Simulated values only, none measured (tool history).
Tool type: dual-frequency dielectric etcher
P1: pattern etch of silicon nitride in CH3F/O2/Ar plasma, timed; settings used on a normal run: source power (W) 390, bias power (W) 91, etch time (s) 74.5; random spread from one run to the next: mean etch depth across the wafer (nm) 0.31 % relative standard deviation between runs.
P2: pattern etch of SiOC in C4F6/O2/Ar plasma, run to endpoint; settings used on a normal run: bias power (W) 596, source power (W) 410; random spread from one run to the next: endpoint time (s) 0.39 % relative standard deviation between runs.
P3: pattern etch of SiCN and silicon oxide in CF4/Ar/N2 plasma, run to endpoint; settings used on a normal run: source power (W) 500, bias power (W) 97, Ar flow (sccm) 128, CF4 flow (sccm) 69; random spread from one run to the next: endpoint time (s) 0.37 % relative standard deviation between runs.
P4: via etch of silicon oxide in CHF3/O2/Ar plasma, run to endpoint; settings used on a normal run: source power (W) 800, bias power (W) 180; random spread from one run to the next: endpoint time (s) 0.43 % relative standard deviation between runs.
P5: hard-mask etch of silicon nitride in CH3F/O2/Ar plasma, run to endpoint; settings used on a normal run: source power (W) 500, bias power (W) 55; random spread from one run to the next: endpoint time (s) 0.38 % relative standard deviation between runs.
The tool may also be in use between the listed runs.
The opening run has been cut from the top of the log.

run   hour  process that ran  source power (W)  bias power (W)  etch time (s)  Ar flow (sccm)  CF4 flow (sccm)  hours since the last wet clean  hours since the last source power generator calibration  hours since the last bias power generator calibration  mean etch depth across the wafer (nm)  endpoint time (s)
  2    9.0                P3               500              97                            128               83                           306.9                                                   1315.0                                                  595.9                                                    14.122
  3   13.0                P3               300              97                            128               69                           310.9                                                   1319.0                                                  599.9                                                    22.786
  4   18.2                P5               500              42                                                                           316.1                                                   1324.2                                                  605.1                                                    52.054
  5   23.0                P2               320             596                                                                           320.9                                                   1329.0                                                  609.9                                                    13.085
  6   27.1                P4               800             180                                                                           325.0                                                   1333.1                                                  614.0                                                   258.790
  7   32.8                P3               500             134                            128               69                           330.7                                                   1338.8                                                  619.7                                                    12.946
  8   36.1                P5               500              55                                                                           334.0                                                   1342.1                                                  623.0                                                    47.831
  9   42.8                P1               480              91           96.5                                                            340.7                                                   1348.8                                                  629.7                                 77.662
 10   48.6                P4               800             221                                                                           346.5                                                   1354.6                                                  635.5                                                   240.780
 11   53.4                P1               500              91           74.5                                                            351.3                                                   1359.4                                                  640.3                                 61.023
 12   59.6                P1               390              63           41.5                                                            357.5                                                   1365.6                                                  646.5                                 27.108
 13   63.1                P1               390              91           74.5                                                            361.0                                                   1369.1                                                  650.0                                 55.343
 14   66.4                P1               220              91           74.5                                                            364.3                                                   1372.4                                                  653.3                                 44.770
 15   72.0                P1               390              91          105.5                                                            369.9                                                   1378.0                                                  658.9                                 78.117
 16   74.9                P3               500              97                            128               69                           372.8                                                   1380.9                                                  661.8                                                    14.665
 17   80.7                P1               390             124           74.5                                                            378.6                                                   1386.7                                                  667.6                                 62.077
 18   84.3                P3               500              97                            173               69                           382.2                                                   1390.3                                                  671.2                                                    15.302
 19   87.3                P1               390              91           74.5                                                            385.2                                                   1393.3                                                  674.2                                 55.512
 20   91.8                P2               410             750                                                                           389.7                                                   1397.8                                                  678.7                                                    10.986
 21   97.3                P1               390              91           74.5                                                            395.2                                                   1403.3                                                  684.2                                 55.315
 22  100.7                P1               390              91           41.0                                                            398.6                                                   1406.7                                                  687.6                                 30.455
 23  105.0                P2               410             596                                                                           402.9                                                   1411.0                                                  691.9                                                    12.042
 24  110.6                P5               320              55                                                                           408.5                                                   1416.6                                                  697.5                                                    56.841

Run 25 comes next. What will it give?
 25  114.2                P1               390              69           74.5                                                            412.1                                                   1420.2                                                  701.1                                      ?

{"run 25": {"mean etch depth across the wafer (nm)": 50.38}}

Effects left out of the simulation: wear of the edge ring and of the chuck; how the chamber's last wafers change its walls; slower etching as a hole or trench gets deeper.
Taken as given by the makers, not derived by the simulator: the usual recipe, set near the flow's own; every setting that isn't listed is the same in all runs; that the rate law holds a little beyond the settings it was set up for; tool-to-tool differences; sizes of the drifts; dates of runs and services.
